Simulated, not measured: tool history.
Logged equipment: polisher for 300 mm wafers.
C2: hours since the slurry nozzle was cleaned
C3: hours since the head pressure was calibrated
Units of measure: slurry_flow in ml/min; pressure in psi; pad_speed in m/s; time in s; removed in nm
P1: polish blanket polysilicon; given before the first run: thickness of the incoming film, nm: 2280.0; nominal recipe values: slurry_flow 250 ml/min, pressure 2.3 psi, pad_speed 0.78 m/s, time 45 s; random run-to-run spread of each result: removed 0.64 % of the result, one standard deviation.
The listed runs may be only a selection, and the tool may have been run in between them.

run 1 hour=13.9 | slurry_flow=250 pressure=2.3 pad_speed=0.78 time=45 | wafers_polished_on_this_pad=358 C2=487.6 C3=356 | removed=225.63
run 2 hour=22.9 | slurry_flow=250 pressure=3.2 pad_speed=0.78 time=45 | wafers_polished_on_this_pad=443 C2=496.6 C3=365 | removed=310.92
run 3 hour=37.4 | slurry_flow=150 pressure=2.3 pad_speed=0.78 time=45 | wafers_polished_on_this_pad=580 C2=511.1 C3=379.5 | removed=211.77
run 4 hour=49.7 | slurry_flow=250 pressure=2.3 pad_speed=0.78 time=45 | wafers_polished_on_this_pad=696 C2=523.4 C3=391.8 | removed=227.15
-- hour=50.9 head pressure recalibrated
run 5 hour=57.3 | slurry_flow=250 pressure=2.3 pad_speed=0.78 time=69 | wafers_polished_on_this_pad=767 C2=531 C3=6.5 | removed=343.82
run 6 hour=69.9 | slurry_flow=250 pressure=2.3 pad_speed=0.78 time=25 | wafers_polished_on_this_pad=886 C2=543.6 C3=19.1 | removed=126.48
run 7 hour=80.6 | slurry_flow=250 pressure=2.8 pad_speed=1.1 time=45 | wafers_polished_on_this_pad=987 C2=554.3 C3=29.8 | removed=383.82
run 8 hour=91.2 | slurry_flow=250 pressure=2.3 pad_speed=1.24 time=45 | wafers_polished_on_this_pad=1087 C2=564.9 C3=40.4 | removed=359.14
run 9 hour=104.9 | slurry_flow=250 pressure=2.3 pad_speed=0.78 time=45 | wafers_polished_on_this_pad=1217 C2=578.6 C3=54.1 | removed=226.98
-- hour=118.7 slurry nozzle cleaned
run 10 hour=119 | slurry_flow=250 pressure=2.3 pad_speed=0.36 time=45 | wafers_polished_on_this_pad=1350 C2=0.3 C3=68.2 | removed=104.08
run 11 hour=130.3 | slurry_flow=250 pressure=1.1 pad_speed=0.78 time=45 | wafers_polished_on_this_pad=1457 C2=11.6 C3=79.5 | removed=105.99
run 12 hour=137.3 | slurry_flow=250 pressure=2.3 pad_speed=0.78 time=45 | wafers_polished_on_this_pad=1523 C2=18.6 C3=86.5 | removed=227.21
run 13 hour=148.8 | slurry_flow=385 pressure=2.3 pad_speed=0.78 time=45 | wafers_polished_on_this_pad=1631 C2=30.1 C3=98 | removed=232.36
run 14 hour=157.4 | slurry_flow=250 pressure=2.3 pad_speed=0.78 time=45 | wafers_polished_on_this_pad=1712 C2=38.7 C3=106.6 | removed=225.7
run 15 hour=169 | slurry_flow=250 pressure=2.3 pad_speed=0.78 time=45 | wafers_polished_on_this_pad=1822 C2=50.3 C3=118.2 | removed=222.51
run 16 hour=181.6 | slurry_flow=250 pressure=2.3 pad_speed=0.78 time=45 | wafers_polished_on_this_pad=1941 C2=62.9 C3=130.8 | removed=220.3
run 17 hour=189 | slurry_flow=250 pressure=2.3 pad_speed=0.78 time=45 | wafers_polished_on_this_pad=2011 C2=70.3 C3=138.2 | removed=215.64
run 18 hour=196.4 | slurry_flow=250 pressure=2.3 pad_speed=0.78 time=45 | wafers_polished_on_this_pad=2081 C2=77.7 C3=145.6 | removed=215.69
run 19 hour=207.2 | slurry_flow=250 pressure=2.3 pad_speed=0.78 time=45 | wafers_polished_on_this_pad=2183 C2=88.5 C3=156.4 | removed=213.87
run 20 hour=214.8 | slurry_flow=250 pressure=2.3 pad_speed=0.78 time=45 | wafers_polished_on_this_pad=2254 C2=96.1 C3=164 | removed=213.96
run 21 hour=221.8 | slurry_flow=250 pressure=2.3 pad_speed=0.78 time=45 | wafers_polished_on_this_pad=2320 C2=103.1 C3=171 | removed=214.69
-- hour=231.5 worn pad replaced by a new one
run 22 hour=231.6 | slurry_flow=250 pressure=2.3 pad_speed=0.78 time=45 | wafers_polished_on_this_pad=1 C2=112.9 C3=180.8 | removed=215.55
run 23 hour=240.9 | slurry_flow=250 pressure=2.3 pad_speed=0.78 time=45 | wafers_polished_on_this_pad=89 C2=122.2 C3=190.1 | removed=213.21
run 24 hour=253.2 | slurry_flow=250 pressure=2.3 pad_speed=0.78 time=45 | wafers_polished_on_this_pad=205 C2=134.5 C3=202.4 | removed=213.04
run 25 hour=261.4 | slurry_flow=250 pressure=2.3 pad_speed=0.78 time=45 | wafers_polished_on_this_pad=282 C2=142.7 C3=210.6 | removed=213.18

Something has made what P1 gives creep away from where it was; the 2 causes below, each at its own stated size, fit the log equally well:
A: slurry flow missing at the pad, % = 35.1
B: head's pressure below its setpoint, % = 5.53
Onset of the creep was near hour 169.
Every other cause this tool's parts could produce, and why it does not fit the log:
removal rate lost through wear of the pad, %: work on it at hour 231.5, done after the drift set in, did not restore what the process gave before

Each of the check runs listed below is run on 2 wafers and reports their average, with the results left as question marks. Pick the one under which the possible causes would lead to clearly different results.
run check 1 hour=269.6 | slurry_flow=250 pressure=2.3 pad_speed=1.1 time=65 | removed=?
run check 2 hour=269.6 | slurry_flow=250 pressure=2.3 pad_speed=0.36 time=45 | removed=?
run check 3 hour=269.6 | slurry_flow=150 pressure=1.2 pad_speed=0.78 time=45 | removed=?
run check 4 hour=269.6 | slurry_flow=250 pressure=2.3 pad_speed=0.62 time=56 | removed=?

Outcome of each check run for each possible cause:
check=check_1 result=removed if_A=432.89 if_B=432.86
check=check_2 result=removed if_A=98.081 if_B=98.074
check=check_3 result=removed if_A=99.92 if_B=103.39
check=check_4 result=removed if_A=210.21 if_B=210.19
Per-check spread between the two closest causes, in the result where they differ most: check 1 0.01 %; check 2 0.01 %; check 3 3.41 %; check 4 0.01 %
The other checks would show nearly matching results whichever cause is true, so check 3 is the only one that separates the causes.

With check 3 done, the readings were: removed 99.497 nm. Identify which of the listed causes applies.

Of the candidate causes, it is A: slurry flow missing at the pad, %.
